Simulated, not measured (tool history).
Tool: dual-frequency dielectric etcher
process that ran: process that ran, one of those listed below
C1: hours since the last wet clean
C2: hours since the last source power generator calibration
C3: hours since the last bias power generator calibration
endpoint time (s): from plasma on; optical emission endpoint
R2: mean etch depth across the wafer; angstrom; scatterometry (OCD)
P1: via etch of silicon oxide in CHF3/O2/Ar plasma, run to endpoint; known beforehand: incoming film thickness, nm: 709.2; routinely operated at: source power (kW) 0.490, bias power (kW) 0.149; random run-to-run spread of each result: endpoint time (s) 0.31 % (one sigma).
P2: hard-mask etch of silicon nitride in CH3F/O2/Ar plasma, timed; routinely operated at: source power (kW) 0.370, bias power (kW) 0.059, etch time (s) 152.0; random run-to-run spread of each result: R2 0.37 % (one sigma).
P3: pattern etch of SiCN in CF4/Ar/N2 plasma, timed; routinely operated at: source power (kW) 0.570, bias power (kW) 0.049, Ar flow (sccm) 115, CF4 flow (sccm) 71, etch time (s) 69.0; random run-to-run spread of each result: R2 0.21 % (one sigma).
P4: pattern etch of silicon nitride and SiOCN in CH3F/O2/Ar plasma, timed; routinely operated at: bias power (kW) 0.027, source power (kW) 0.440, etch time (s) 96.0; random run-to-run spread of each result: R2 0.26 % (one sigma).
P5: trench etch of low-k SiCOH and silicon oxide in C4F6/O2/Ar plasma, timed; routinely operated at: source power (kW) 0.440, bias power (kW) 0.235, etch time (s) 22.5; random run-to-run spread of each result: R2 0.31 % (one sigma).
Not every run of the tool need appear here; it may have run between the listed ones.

Run 1, hour 13.0: process that ran P1, source power (kW) 0.490, bias power (kW) 0.149; C1 382.3; C2 3480.2; C3 763.6. Result: endpoint time (s) 409.80.
Run 2, hour 29.2: process that ran P3, source power (kW) 0.570, bias power (kW) 0.029, Ar flow (sccm) 115, CF4 flow (sccm) 71, etch time (s) 69.0; C1 398.5; C2 3496.4; C3 779.8. Result: R2 543.85 angstrom.
Run 3, hour 41.0: process that ran P5, source power (kW) 0.440, bias power (kW) 0.235, etch time (s) 12.5; C1 410.3; C2 3508.2; C3 791.6. Result: R2 450.67 angstrom.
Run 4, hour 53.8: process that ran P1, source power (kW) 0.490, bias power (kW) 0.149; C1 423.1; C2 3521.0; C3 804.4. Result: endpoint time (s) 405.53.
Run 5, hour 62.3: process that ran P1, source power (kW) 0.490, bias power (kW) 0.149; C1 431.6; C2 3529.5; C3 812.9. Result: endpoint time (s) 406.71.
At hour 75.4: bias power generator calibrated.
Run 6, hour 76.9: process that ran P3, source power (kW) 0.350, bias power (kW) 0.049, Ar flow (sccm) 115, CF4 flow (sccm) 71, etch time (s) 69.0; C1 446.2; C2 3544.1; C3 1.6. Result: R2 411.91 angstrom.
Run 7, hour 85.7: process that ran P4, source power (kW) 0.440, bias power (kW) 0.017, etch time (s) 96.0; C1 455.0; C2 3552.9; C3 10.4. Result: R2 118.08 angstrom.
Run 8, hour 95.5: process that ran P1, source power (kW) 0.610, bias power (kW) 0.149; C1 464.8; C2 3562.7; C3 20.2. Result: endpoint time (s) 374.01.
Run 9, hour 113.3: process that ran P4, source power (kW) 0.440, bias power (kW) 0.027, etch time (s) 127.0; C1 482.6; C2 3580.5; C3 38.0. Result: R2 190.71 angstrom.
Run 10, hour 122.6: process that ran P1, source power (kW) 0.490, bias power (kW) 0.105; C1 491.9; C2 3589.8; C3 47.3. Result: endpoint time (s) 455.44.
Run 11, hour 134.8: process that ran P2, source power (kW) 0.370, bias power (kW) 0.059, etch time (s) 207.0; C1 504.1; C2 3602.0; C3 59.5. Result: R2 1259.20 angstrom.
Run 12, hour 150.3: process that ran P5, source power (kW) 0.440, bias power (kW) 0.235, etch time (s) 22.5; C1 519.6; C2 3617.5; C3 75.0. Result: R2 808.04 angstrom.
Run 13, hour 161.2: process that ran P1, source power (kW) 0.570, bias power (kW) 0.092; C1 530.5; C2 3628.4; C3 85.9. Result: endpoint time (s) 445.52.
Run 14, hour 169.4: process that ran P2, source power (kW) 0.370, bias power (kW) 0.059, etch time (s) 152.0; C1 538.7; C2 3636.6; C3 94.1. Result: R2 926.09 angstrom.
Run 15, hour 183.0: process that ran P2, source power (kW) 0.370, bias power (kW) 0.077, etch time (s) 152.0; C1 552.3; C2 3650.2; C3 107.7. Result: R2 1008.00 angstrom.
Run 16, hour 198.9: process that ran P4, source power (kW) 0.440, bias power (kW) 0.027, etch time (s) 96.0; C1 568.2; C2 3666.1; C3 123.6. Result: R2 143.89 angstrom.
Run 17, hour 208.3: process that ran P1, source power (kW) 0.490, bias power (kW) 0.149; C1 577.6; C2 3675.5; C3 133.0. Result: endpoint time (s) 407.83.
Run 18, hour 226.0: process that ran P5, source power (kW) 0.440, bias power (kW) 0.146, etch time (s) 22.5; C1 595.3; C2 3693.2; C3 150.7. Result: R2 694.20 angstrom.
Run 19, hour 239.5: process that ran P1, source power (kW) 0.340, bias power (kW) 0.149; C1 608.8; C2 3706.7; C3 164.2. Result: endpoint time (s) 468.92.
Run 20, hour 250.3: process that ran P1, source power (kW) 0.490, bias power (kW) 0.193; C1 619.6; C2 3717.5; C3 175.0. Result: endpoint time (s) 373.02.
Run 21, hour 265.8: process that ran P3, source power (kW) 0.570, bias power (kW) 0.049, Ar flow (sccm) 115, CF4 flow (sccm) 71, etch time (s) 50.0; C1 635.1; C2 3733.0; C3 190.5. Result: R2 459.52 angstrom.
Run 22, hour 281.5: process that ran P3, source power (kW) 0.570, bias power (kW) 0.049, Ar flow (sccm) 115, CF4 flow (sccm) 71, etch time (s) 69.0; C1 650.8; C2 3748.7; C3 206.2. Result: R2 634.62 angstrom.
Run 23, hour 298.4: process that ran P4, source power (kW) 0.550, bias power (kW) 0.027, etch time (s) 96.0; C1 667.7; C2 3765.6; C3 223.1. Result: R2 155.01 angstrom.
Run 24, hour 307.4: process that ran P1, source power (kW) 0.490, bias power (kW) 0.149; C1 676.7; C2 3774.6; C3 232.1. Result: endpoint time (s) 408.30.
At hour 308.6: wet clean of the chamber.
Run 25, hour 323.5: process that ran P5, source power (kW) 0.440, bias power (kW) 0.235, etch time (s) 22.5; C1 15.0; C2 3790.7; C3 248.2. Result: R2 807.38 angstrom.
Run 26, hour 338.3: process that ran P3, source power (kW) 0.570, bias power (kW) 0.049, Ar flow (sccm) 115, CF4 flow (sccm) 42, etch time (s) 69.0; C1 29.8; C2 3805.5; C3 263.0. Result: R2 574.15 angstrom.
Run 27, hour 354.6: process that ran P2, source power (kW) 0.370, bias power (kW) 0.059, etch time (s) 152.0; C1 46.1; C2 3821.8; C3 279.3. Result: R2 920.68 angstrom.
Run 28, hour 362.9: process that ran P2, source power (kW) 0.510, bias power (kW) 0.059, etch time (s) 152.0; C1 54.4; C2 3830.1; C3 287.6. Result: R2 1048.90 angstrom.
Run 29, hour 374.1: process that ran P3, source power (kW) 0.570, bias power (kW) 0.049, Ar flow (sccm) 115, CF4 flow (sccm) 71, etch time (s) 69.0; C1 65.6; C2 3841.3; C3 298.8. Result: R2 633.80 angstrom.
Run 30, hour 382.6: process that ran P5, source power (kW) 0.570, bias power (kW) 0.235, etch time (s) 22.5; C1 74.1; C2 3849.8; C3 307.3. Result: R2 888.30 angstrom.
Run 31, hour 392.0: process that ran P3, source power (kW) 0.570, bias power (kW) 0.049, Ar flow (sccm) 144, CF4 flow (sccm) 71, etch time (s) 69.0; C1 83.5; C2 3859.2; C3 316.7. Result: R2 608.85 angstrom.
Run 32, hour 403.6: process that ran P1, source power (kW) 0.490, bias power (kW) 0.149; C1 95.1; C2 3870.8; C3 328.3. Result: endpoint time (s) 405.62.
Run 33, hour 421.6: process that ran P1, source power (kW) 0.490, bias power (kW) 0.149; C1 113.1; C2 3888.8; C3 346.3. Result: endpoint time (s) 410.93.
Run 34, hour 438.4: process that ran P1, source power (kW) 0.490, bias power (kW) 0.149; C1 129.9; C2 3905.6; C3 363.1. Result: endpoint time (s) 411.29.
Run 35, hour 453.0: process that ran P1, source power (kW) 0.490, bias power (kW) 0.149; C1 144.5; C2 3920.2; C3 377.7. Result: endpoint time (s) 414.20.
At hour 456.2: wet clean of the chamber.
Run 36, hour 462.1: process that ran P1, source power (kW) 0.490, bias power (kW) 0.149; C1 6.0; C2 3929.3; C3 386.8. Result: endpoint time (s) 412.39.
Run 37, hour 472.8: process that ran P1, source power (kW) 0.490, bias power (kW) 0.149; C1 16.7; C2 3940.0; C3 397.5. Result: endpoint time (s) 412.72.
Run 38, hour 482.4: process that ran P1, source power (kW) 0.490, bias power (kW) 0.149; C1 26.3; C2 3949.6; C3 407.1. Result: endpoint time (s) 411.96.
Run 39, hour 490.9: process that ran P1, source power (kW) 0.490, bias power (kW) 0.149; C1 34.8; C2 3958.1; C3 415.6. Result: endpoint time (s) 411.80.

P1 has crept away from where it was. The log is fitted equally well by each of these 2 causes, at the sizes shown:
A: source power that arrives under what is set, % = 3.96
B: bias power that arrives under what is set, % = 4.65
Creep in the process output first set in at about hour 403.6.
The rest of the possible causes, and what rules out each one:
chamber walls in a state that lowers the etch rate, %: its service at hour 456.2 followed the start of the drift and did not put the process back to its old value

Question marks stand in for the results of the 4 check runs listed below, each run on one wafer. Under which run would the listed causes show clearly different results?
Run check 1, hour 499.4: process that ran P3, source power (kW) 0.380, bias power (kW) 0.030, Ar flow (sccm) 115, CF4 flow (sccm) 71, etch time (s) 69.0. Result: R2 ?.
Run check 2, hour 499.4: process that ran P2, source power (kW) 0.470, bias power (kW) 0.069, etch time (s) 152.0. Result: R2 ?.
Run check 3, hour 499.4: process that ran P4, source power (kW) 0.440, bias power (kW) 0.018, etch time (s) 123.0. Result: R2 ?.
Run check 4, hour 499.4: process that ran P5, source power (kW) 0.550, bias power (kW) 0.235, etch time (s) 13.5. Result: R2 ?.

What every check run would give for each of its results, assuming each possible cause in turn:
  check  result     if A     if B
check 1      R2   366.46   374.87
check 2      R2  1051.40  1050.90
check 3      R2   152.51   151.65
check 4      R2   519.13   519.19
Minimum pairwise separation of causes per check, each pair taken at its best-separating result: check 1 2.27 %; check 2 0.05 %; check 3 0.56 %; check 4 0.01 %
Of the check runs offered, only check 1 discriminates between the causes; the rest would read about the same regardless of which cause applies.

Check 1 has now been run. It gave: R2 367.19 angstrom. Which of the candidate causes is it?

It is A: source power that arrives under what is set, %.
